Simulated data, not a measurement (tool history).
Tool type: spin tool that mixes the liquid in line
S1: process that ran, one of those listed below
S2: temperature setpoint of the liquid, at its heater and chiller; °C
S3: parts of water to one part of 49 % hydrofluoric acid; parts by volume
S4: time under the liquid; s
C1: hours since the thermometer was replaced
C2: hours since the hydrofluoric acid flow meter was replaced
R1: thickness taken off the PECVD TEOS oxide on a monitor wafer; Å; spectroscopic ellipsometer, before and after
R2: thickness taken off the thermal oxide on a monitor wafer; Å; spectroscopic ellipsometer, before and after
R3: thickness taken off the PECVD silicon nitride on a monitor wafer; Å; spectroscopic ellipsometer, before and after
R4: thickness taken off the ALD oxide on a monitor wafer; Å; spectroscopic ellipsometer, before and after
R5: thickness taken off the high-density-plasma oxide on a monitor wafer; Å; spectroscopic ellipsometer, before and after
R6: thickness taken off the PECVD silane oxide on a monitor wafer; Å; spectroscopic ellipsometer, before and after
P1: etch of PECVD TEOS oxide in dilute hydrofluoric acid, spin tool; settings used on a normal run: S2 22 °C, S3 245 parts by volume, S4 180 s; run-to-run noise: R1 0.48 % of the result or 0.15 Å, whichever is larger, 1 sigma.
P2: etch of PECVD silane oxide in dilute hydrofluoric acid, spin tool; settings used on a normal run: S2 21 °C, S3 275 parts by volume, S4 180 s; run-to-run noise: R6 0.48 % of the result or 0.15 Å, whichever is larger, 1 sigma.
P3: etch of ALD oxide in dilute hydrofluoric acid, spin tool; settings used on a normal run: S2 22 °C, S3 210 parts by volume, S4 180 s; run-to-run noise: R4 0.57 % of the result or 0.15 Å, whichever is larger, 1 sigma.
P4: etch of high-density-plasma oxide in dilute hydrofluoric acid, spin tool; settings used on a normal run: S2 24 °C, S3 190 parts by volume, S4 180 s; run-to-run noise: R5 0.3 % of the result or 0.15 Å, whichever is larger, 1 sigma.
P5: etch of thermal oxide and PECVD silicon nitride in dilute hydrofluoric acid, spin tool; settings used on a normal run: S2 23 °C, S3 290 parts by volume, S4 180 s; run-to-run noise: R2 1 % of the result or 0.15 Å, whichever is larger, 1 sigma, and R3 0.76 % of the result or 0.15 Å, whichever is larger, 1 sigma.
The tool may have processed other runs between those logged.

Run 1, hour 3.9: S1 P1, S2 22 °C, S3 245 parts by volume, S4 180 s; C1 1428.2; C2 670.8. Result: R1 99.321 Å.
Run 2, hour 7.4: S1 P5, S2 23 °C, S3 290 parts by volume, S4 180 s; C1 1431.7; C2 674.3. Result: R2 23.31 Å, R3 33.377 Å.
Run 3, hour 12.8: S1 P3, S2 22 °C, S3 210 parts by volume, S4 180 s; C1 1437.1; C2 679.7. Result: R4 91.269 Å.
Run 4, hour 16.3: S1 P1, S2 22 °C, S3 245 parts by volume, S4 180 s; C1 1440.6; C2 683.2. Result: R1 99.256 Å.
At hour 19.5: hydrofluoric acid flow meter replaced.
Run 5, hour 22: S1 P1, S2 22 °C, S3 160 parts by volume, S4 265 s; C1 1446.3; C2 2.5. Result: R1 244.83 Å.
Run 6, hour 25: S1 P5, S2 23 °C, S3 60 parts by volume, S4 180 s; C1 1449.3; C2 5.5. Result: R2 147.05 Å, R3 159.33 Å.
Run 7, hour 30.2: S1 P1, S2 22 °C, S3 245 parts by volume, S4 45 s; C1 1454.5; C2 10.7. Result: R1 24.89 Å.
Run 8, hour 33.7: S1 P4, S2 17 °C, S3 190 parts by volume, S4 180 s; C1 1458; C2 14.2. Result: R5 73.467 Å.
Run 9, hour 38.6: S1 P2, S2 21 °C, S3 100 parts by volume, S4 180 s; C1 1462.9; C2 19.1. Result: R6 580.76 Å.
Run 10, hour 42.5: S1 P1, S2 17.5 °C, S3 245 parts by volume, S4 180 s; C1 1466.8; C2 23. Result: R1 84.167 Å.
Run 11, hour 47.2: S1 P1, S2 22 °C, S3 60 parts by volume, S4 180 s; C1 1471.5; C2 27.7. Result: R1 497.66 Å.
Run 12, hour 52.8: S1 P1, S2 29 °C, S3 245 parts by volume, S4 180 s; C1 1477.1; C2 33.3. Result: R1 127.33 Å.
Run 13, hour 58.4: S1 P3, S2 22 °C, S3 210 parts by volume, S4 180 s; C1 1482.7; C2 38.9. Result: R4 92.1 Å.
Run 14, hour 62: S1 P2, S2 28.5 °C, S3 275 parts by volume, S4 180 s; C1 1486.3; C2 42.5. Result: R6 227.16 Å.
Run 15, hour 64.6: S1 P3, S2 27.5 °C, S3 210 parts by volume, S4 180 s; C1 1488.9; C2 45.1. Result: R4 112.52 Å.
Run 16, hour 67.6: S1 P1, S2 22 °C, S3 245 parts by volume, S4 180 s; C1 1491.9; C2 48.1. Result: R1 99.311 Å.
Run 17, hour 73.2: S1 P2, S2 21 °C, S3 275 parts by volume, S4 180 s; C1 1497.5; C2 53.7. Result: R6 178.22 Å.
Run 18, hour 77.4: S1 P4, S2 24 °C, S3 315 parts by volume, S4 180 s; C1 1501.7; C2 57.9. Result: R5 51.022 Å.
Run 19, hour 81.8: S1 P4, S2 24 °C, S3 190 parts by volume, S4 180 s; C1 1506.1; C2 62.3. Result: R5 95.485 Å.
Run 20, hour 84.6: S1 P5, S2 29.5 °C, S3 290 parts by volume, S4 180 s; C1 1508.9; C2 65.1. Result: R2 29.15 Å, R3 50.563 Å.
Run 21, hour 88: S1 P1, S2 22 °C, S3 245 parts by volume, S4 180 s; C1 1512.3; C2 68.5. Result: R1 98.765 Å.
Run 22, hour 93.6: S1 P2, S2 21 °C, S3 275 parts by volume, S4 180 s; C1 1517.9; C2 74.1. Result: R6 179.05 Å.
Run 23, hour 96.4: S1 P5, S2 23 °C, S3 290 parts by volume, S4 15 s; C1 1520.7; C2 76.9. Result: R2 1.9862 Å, R3 2.8557 Å.
Run 24, hour 99: S1 P1, S2 22 °C, S3 445 parts by volume, S4 180 s; C1 1523.3; C2 79.5. Result: R1 45.662 Å.
Run 25, hour 103: S1 P4, S2 24 °C, S3 190 parts by volume, S4 270 s; C1 1527.3; C2 83.5. Result: R5 143.31 Å.
Run 26, hour 107: S1 P1, S2 22 °C, S3 245 parts by volume, S4 180 s; C1 1531.3; C2 87.5. Result: R1 99.111 Å.
Run 27, hour 112.3: S1 P1, S2 22 °C, S3 245 parts by volume, S4 360 s; C1 1536.6; C2 92.8. Result: R1 198.86 Å.
Run 28, hour 116.1: S1 P1, S2 17 °C, S3 145 parts by volume, S4 180 s; C1 1540.4; C2 96.6. Result: R1 153.21 Å.
Run 29, hour 120.6: S1 P1, S2 22 °C, S3 245 parts by volume, S4 180 s; C1 1544.9; C2 101.1. Result: R1 100.54 Å.
Run 30, hour 125.8: S1 P4, S2 24 °C, S3 190 parts by volume, S4 180 s; C1 1550.1; C2 106.3. Result: R5 95.592 Å.
Run 31, hour 131.1: S1 P3, S2 22 °C, S3 210 parts by volume, S4 315 s; C1 1555.4; C2 111.6. Result: R4 159.96 Å.
Run 32, hour 133.9: S1 P2, S2 21 °C, S3 275 parts by volume, S4 35 s; C1 1558.2; C2 114.4. Result: R6 34.197 Å.
Run 33, hour 138.8: S1 P3, S2 22 °C, S3 315 parts by volume, S4 180 s; C1 1563.1; C2 119.3. Result: R4 55.375 Å.
Run 34, hour 143.2: S1 P1, S2 22 °C, S3 245 parts by volume, S4 180 s; C1 1567.5; C2 123.7. Result: R1 98.552 Å.
Run 35, hour 147.9: S1 P1, S2 22 °C, S3 245 parts by volume, S4 180 s; C1 1572.2; C2 128.4. Result: R1 96.486 Å.
Run 36, hour 151: S1 P1, S2 22 °C, S3 245 parts by volume, S4 180 s; C1 1575.3; C2 131.5. Result: R1 96.7 Å.
Run 37, hour 156.8: S1 P1, S2 22 °C, S3 245 parts by volume, S4 180 s; C1 1581.1; C2 137.3. Result: R1 94.845 Å.
Run 38, hour 161.1: S1 P1, S2 22 °C, S3 245 parts by volume, S4 180 s; C1 1585.4; C2 141.6. Result: R1 93.24 Å.
Run 39, hour 165: S1 P1, S2 22 °C, S3 245 parts by volume, S4 180 s; C1 1589.3; C2 145.5. Result: R1 94.227 Å.
Run 40, hour 169.2: S1 P1, S2 22 °C, S3 245 parts by volume, S4 180 s; C1 1593.5; C2 149.7. Result: R1 93.77 Å.
Run 41, hour 172.4: S1 P1, S2 22 °C, S3 245 parts by volume, S4 180 s; C1 1596.7; C2 152.9. Result: R1 93.876 Å.
Run 42, hour 175.5: S1 P1, S2 22 °C, S3 245 parts by volume, S4 180 s; C1 1599.8; C2 156. Result: R1 93.911 Å.
Run 43, hour 180.9: S1 P1, S2 22 °C, S3 245 parts by volume, S4 180 s; C1 1605.2; C2 161.4. Result: R1 93.043 Å.
Run 44, hour 185.7: S1 P1, S2 22 °C, S3 245 parts by volume, S4 180 s; C1 1610; C2 166.2. Result: R1 92.755 Å.

The output of P1 has drifted from where it used to be. Each of the 2 causes below, taken at the size shown beside it, accounts for the log equally well:
A: hydrofluoric acid flow below the setpoint (%) = 5.26
B: liquid colder than its thermometer reads (K) = 1.82
The process output started creeping at around hour 143.2.

Below are 4 check runs, each on a single wafer, with their results shown as question marks. Which of them would tell the listed causes apart, meaning the causes would give clearly different results under it?
Run check 1, hour 190.5: S1 P5, S2 27.5 °C, S3 140 parts by volume, S4 180 s. Result: R2 ?, R3 ?.
Run check 2, hour 190.5: S1 P2, S2 25.5 °C, S3 150 parts by volume, S4 180 s. Result: R6 ?.
Run check 3, hour 190.5: S1 P3, S2 22 °C, S3 315 parts by volume, S4 290 s. Result: R4 ?.
Run check 4, hour 190.5: S1 P4, S2 24 °C, S3 295 parts by volume, S4 180 s. Result: R5 ?.

How each check would come out, cause by cause:
  check  result    if A    if B
check 1      R2  62.889  62.604
check 1      R3  87.814  82.608
check 2      R6  410.13  407.96
check 3      R4  83.433  83.851
check 4      R5  51.717  52.018
Smallest distance between any two causes, each pair judged by its most separating result, in per cent: check 1 6.11 %; check 2 0.53 %; check 3 0.5 %; check 4 0.58 %
Only in check 1 would the causes give clearly different results; in the remaining checks their results would be nearly the same.

Check 1 was carried out, with these results: R2 64.122 Å; R3 87.321 Å. Which of the listed causes is responsible?

The cause is A: hydrofluoric acid flow below the setpoint (%).
